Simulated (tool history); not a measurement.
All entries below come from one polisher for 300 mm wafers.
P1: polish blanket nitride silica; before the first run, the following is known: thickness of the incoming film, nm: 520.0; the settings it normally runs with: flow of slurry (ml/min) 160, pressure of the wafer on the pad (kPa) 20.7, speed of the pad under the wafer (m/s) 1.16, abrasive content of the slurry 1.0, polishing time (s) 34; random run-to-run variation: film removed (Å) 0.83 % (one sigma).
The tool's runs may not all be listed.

run,day,flow of slurry (ml/min),pressure of the wafer on the pad (kPa),speed of the pad under the wafer (m/s),abrasive content of the slurry,polishing time (s),wafers polished on this pad,hours since the slurry nozzle was cleaned,hours since the head pressure was calibrated,hours since the slurry blender was calibrated,hours since the conditioning disc was replaced,film removed (Å)
1,0.367,160,20.7,1.16,1.0,34,959,62.1,90.2,110.9,117.8,243.29
2,0.912,95,20.7,1.16,1.0,34,1185,75.2,103.3,124.0,130.9,216.44
3,1.512,160,20.7,1.16,0.6,34,1433,89.6,117.7,138.4,145.3,186.13
4,1.842,160,20.7,1.16,1.0,34,1570,97.5,125.6,146.3,153.2,239.84
5,2.204,160,20.7,0.54,1.0,34,1720,106.2,134.3,155.0,161.9,131.73
6,2.496,160,20.7,1.16,1.0,34,1841,113.2,141.3,162.0,168.9,242.54
7,2.775,160,29.0,1.16,1.0,34,1957,119.9,148.0,168.7,175.6,341.39
8,3.154,160,11.0,1.16,1.0,34,2114,129.0,157.1,177.8,184.7,129.41
# day 3.454: conditioning disc replaced and pad reconditioned
9,3.675,160,20.7,1.16,1.5,34,2329,141.5,169.6,190.3,5.3,287.98
10,4.188,160,20.7,1.50,1.0,34,2542,153.8,181.9,202.6,17.6,299.15
11,4.538,160,20.7,1.16,1.0,34,2687,162.2,190.3,211.0,26.0,238.61
12,5.100,160,20.7,1.16,1.0,34,2920,175.7,203.8,224.5,39.5,240.09
13,5.629,160,20.7,1.16,1.0,15,3139,188.4,216.5,237.2,52.2,107.70
14,6.242,160,20.7,1.16,1.0,34,3393,203.1,231.2,251.9,66.9,241.26
15,6.579,160,20.7,1.16,1.0,34,3533,211.2,239.3,260.0,75.0,238.61
16,6.938,210,20.7,1.16,1.0,34,3681,219.8,247.9,268.6,83.6,250.25
17,7.467,160,20.7,0.88,1.0,44,3901,232.5,260.6,281.3,96.3,254.23
18,8.000,160,20.7,1.16,1.0,48,4122,245.3,273.4,294.1,109.1,341.36
19,8.546,160,13.1,1.16,1.4,34,4348,258.4,286.5,307.2,122.2,173.40
20,9.138,160,20.7,1.16,1.0,34,4593,272.6,300.7,321.4,136.4,243.65
21,9.467,160,20.7,1.16,1.0,34,4729,280.5,308.6,329.3,144.3,235.55
22,10.029,160,20.7,1.16,1.0,34,4962,294.0,322.1,342.8,157.8,233.02
23,10.546,160,20.7,1.16,1.0,34,5177,306.4,334.5,355.2,170.2,230.00
# day 10.850: conditioning disc replaced and pad reconditioned
# day 11.067: slurry blender recalibrated
24,11.108,160,20.7,1.16,1.0,34,5410,319.9,348.0,1.1,6.3,227.73
25,11.658,160,20.7,1.16,1.0,34,5638,333.1,361.2,14.3,19.5,224.02
26,11.950,160,20.7,1.16,1.0,34,5758,340.1,368.2,21.3,26.5,227.83
# day 12.079: head pressure recalibrated
27,12.446,160,20.7,1.16,1.0,34,5964,352.0,8.9,33.2,38.4,224.08
28,12.721,160,20.7,1.16,1.0,34,6078,358.6,15.5,39.8,45.0,225.55
29,13.225,160,20.7,1.16,1.0,34,6287,370.7,27.6,51.9,57.1,224.86

The output of P1 has drifted from where it used to be. Each of the 2 causes below, taken at the size shown beside it, accounts for the log equally well:
A: slurry flow missing at the pad, % = 32.2
B: removal rate lost through wear of the pad, % = 7.41
The creep began at about day 9.138.
Why every other cause is out:
head's pressure below its setpoint, %: serviced after onset, at day 12.079, with no recovery of the prior output
abrasive missing from the slurry, %: serviced after onset, at day 11.067, with no recovery of the prior output
time polished since the conditioner stopped cutting, s: serviced after onset, at day 10.850, with no recovery of the prior output

Each of the check runs listed below is run on 2 wafers and reports their average, with the results left as question marks. Pick the one under which the possible causes would lead to clearly different results.
check 1,13.729,95,20.7,1.16,1.00,34,,,,,,?
check 2,13.729,160,20.7,1.44,1.45,34,,,,,,?
check 3,13.729,160,26.9,1.40,1.00,34,,,,,,?
check 4,13.729,160,26.9,1.16,1.00,34,,,,,,?

What every check run would give for each of its results, assuming each possible cause in turn:
check,result,if A,if B
check 1,film removed (Å),192.31,201.06
check 2,film removed (Å),310.63,310.58
check 3,film removed (Å),339.13,339.07
check 4,film removed (Å),291.76,291.71
Distance between the nearest two causes, measured in the result of the check that separates them most: check 1 4.45 %; check 2 0.02 %; check 3 0.02 %; check 4 0.02 %
The other checks would show nearly matching results whichever cause is true, so check 1 is the only one that separates the causes.

Here is what check 1 returned: film removed (Å) 200.58. Which cause is it?

B is the cause: removal rate lost through wear of the pad, %.
